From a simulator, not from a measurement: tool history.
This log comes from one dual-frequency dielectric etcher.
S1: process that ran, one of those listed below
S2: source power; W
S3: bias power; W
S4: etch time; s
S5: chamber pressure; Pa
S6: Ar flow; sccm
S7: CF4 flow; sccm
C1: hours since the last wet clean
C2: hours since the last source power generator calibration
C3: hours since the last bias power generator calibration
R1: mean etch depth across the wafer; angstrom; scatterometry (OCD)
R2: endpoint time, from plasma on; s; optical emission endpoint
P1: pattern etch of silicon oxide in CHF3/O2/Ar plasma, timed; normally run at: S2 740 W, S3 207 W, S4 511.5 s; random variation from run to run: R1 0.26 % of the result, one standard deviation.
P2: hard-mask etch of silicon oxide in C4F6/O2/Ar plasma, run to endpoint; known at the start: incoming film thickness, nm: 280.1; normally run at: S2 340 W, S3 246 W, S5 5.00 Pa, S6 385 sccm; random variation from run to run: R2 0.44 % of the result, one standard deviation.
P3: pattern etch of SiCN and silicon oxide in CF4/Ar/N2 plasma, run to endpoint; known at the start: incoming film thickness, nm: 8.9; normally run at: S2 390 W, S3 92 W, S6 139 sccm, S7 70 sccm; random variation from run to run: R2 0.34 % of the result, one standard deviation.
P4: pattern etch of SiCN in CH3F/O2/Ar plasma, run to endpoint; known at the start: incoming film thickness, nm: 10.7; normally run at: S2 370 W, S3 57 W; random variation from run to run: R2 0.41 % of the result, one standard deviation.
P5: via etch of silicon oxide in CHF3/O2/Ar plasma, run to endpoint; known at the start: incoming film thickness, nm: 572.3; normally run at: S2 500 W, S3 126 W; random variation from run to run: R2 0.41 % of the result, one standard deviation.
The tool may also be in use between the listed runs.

run	hour	S1	S2	S3	S4	S5	S6	S7	C1	C2	C3	R1	R2
1	12.8	P1	740	207	511.5				84.1	654.6	724.5	11634.0	
2	24.0	P5	310	126					95.3	665.8	735.7		428.9300
3	35.0	P4	370	57					106.3	676.8	746.7		31.9620
4	51.2	P2	210	246		5.00	385		122.5	693.0	762.9		112.4500
5	62.8	P3	390	92			139	70	134.1	704.6	774.5		11.5300
6	70.8	P2	340	246		5.00	478		142.1	712.6	782.5		95.4480
7	85.2	P1	740	207	511.5				156.5	727.0	796.9	11614.0	
8	100.9	P1	740	207	690.0				172.2	742.7	812.6	15609.0	
9	116.6	P4	500	57					187.9	758.4	828.3		28.3800
10	132.3	P2	340	179		5.00	385		203.6	774.1	844.0		103.3600
11	147.3	P3	390	92			139	52	218.6	789.1	859.0		12.1000
12	163.2	P1	740	123	511.5				234.5	805.0	874.9	9825.8	
13	175.0	P1	740	207	511.5				246.3	816.8	886.7	11605.0	
14	189.2	P1	740	207	348.0				260.5	831.0	900.9	7914.6	
15	202.8	P2	340	246		5.00	385		274.1	844.6	914.5		93.7000
16	211.3	P1	740	207	511.5				282.6	853.1	923.0	11651.0	
17	219.4	P4	370	35					290.7	861.2	931.1		36.9960
18	229.7	P5	500	126					301.0	871.5	941.4		359.2000
19	239.1	P3	390	92			111	70	310.4	880.9	950.8		11.1770
20	251.9	P1	740	259	511.5				323.2	893.7	963.6	12558.0	
21	268.0	P1	1020	207	511.5				339.3	909.8	979.7	13147.0	
22	282.8	P2	340	246		5.93	385		354.1	924.6	994.5		94.8760
23	297.1	P1	740	207	511.5				368.4	938.9	1008.8	11627.0	
24	310.5	P1	500	141	511.5				381.8	952.3	1022.2	8787.2	
25	320.3	P1	990	207	635.0				391.6	962.1	1032.0	16127.0	
26	331.4	P3	540	92			139	70	402.7	973.2	1043.1		8.6951
27	346.1	P5	500	89					417.4	987.9	1057.8		397.1400
28	358.1	P4	370	57					429.4	999.9	1069.8		31.8340
29	370.1	P1	510	207	511.5				441.4	1011.9	1081.8	10056.0	
30	380.9	P3	390	61			139	70	452.2	1022.7	1092.6		13.2610
31	396.1	P5	500	126					467.4	1037.9	1107.8		357.1900
32	403.9	P1	740	207	511.5				475.2	1045.7	1115.6	11608.0	
33	411.8	P1	740	207	511.5				483.1	1053.6	1123.5	11630.0	
34	419.8	P1	740	207	511.5				491.1	1061.6	1131.5	11517.0	
35	431.0	P1	740	207	511.5				502.3	1072.8	1142.7	11512.0	
36	444.9	P1	740	207	511.5				516.2	1086.7	1156.6	11488.0	
37	453.8	P1	740	207	511.5				525.1	1095.6	1165.5	11490.0	
38	465.0	P1	740	207	511.5				536.3	1106.8	1176.7	11466.0	
39	472.8	P1	740	207	511.5				544.1	1114.6	1184.5	11439.0	
40	483.6	P1	740	207	511.5				554.9	1125.4	1195.3	11403.0	
# hour 490.8: wet clean of the chamber
41	498.5	P1	740	207	511.5				7.7	1140.3	1210.2	11488.0	
42	512.0	P1	740	207	511.5				21.2	1153.8	1223.7	11460.0	
43	527.9	P1	740	207	511.5				37.1	1169.7	1239.6	11458.0	

The output of P1 has drifted from where it used to be. Each of the 2 causes below, taken at the size shown beside it, accounts for the log equally well:
A: bias power that arrives under what is set, % = 4.58
B: source power that arrives under what is set, % = 4.09
The creep began at about hour 411.8.
Excluded causes, each with its reason:
chamber walls in a state that lowers the etch rate, %: serviced after onset, at hour 490.8, with no recovery of the prior output

Which of the 4 check runs listed below, each an average over 2 wafers with its results shown as question marks, gives clearly different results under the different listed causes?
check 1	543.8	P4	490	41									?
check 2	543.8	P3	500	65			139	70					?
check 3	543.8	P2	220	246		5.00	385						?
check 4	543.8	P5	380	126									?

How each check would come out, cause by cause:
check	result	if A	if B
check 1	R2	32.2360	32.3170
check 2	R2	10.6390	10.8600
check 3	R2	111.7100	111.6500
check 4	R2	404.0500	404.5000
Per-check spread between the two closest causes, in the result where they differ most: check 1 0.25 %; check 2 2.06 %; check 3 0.05 %; check 4 0.11 %
Only check 2 tells the causes apart: in the others they would give nearly the same result.

After running check 2, the following was obtained: R2 10.6320 s. Which cause does this point to?

Of the candidate causes, it is A: bias power that arrives under what is set, %.
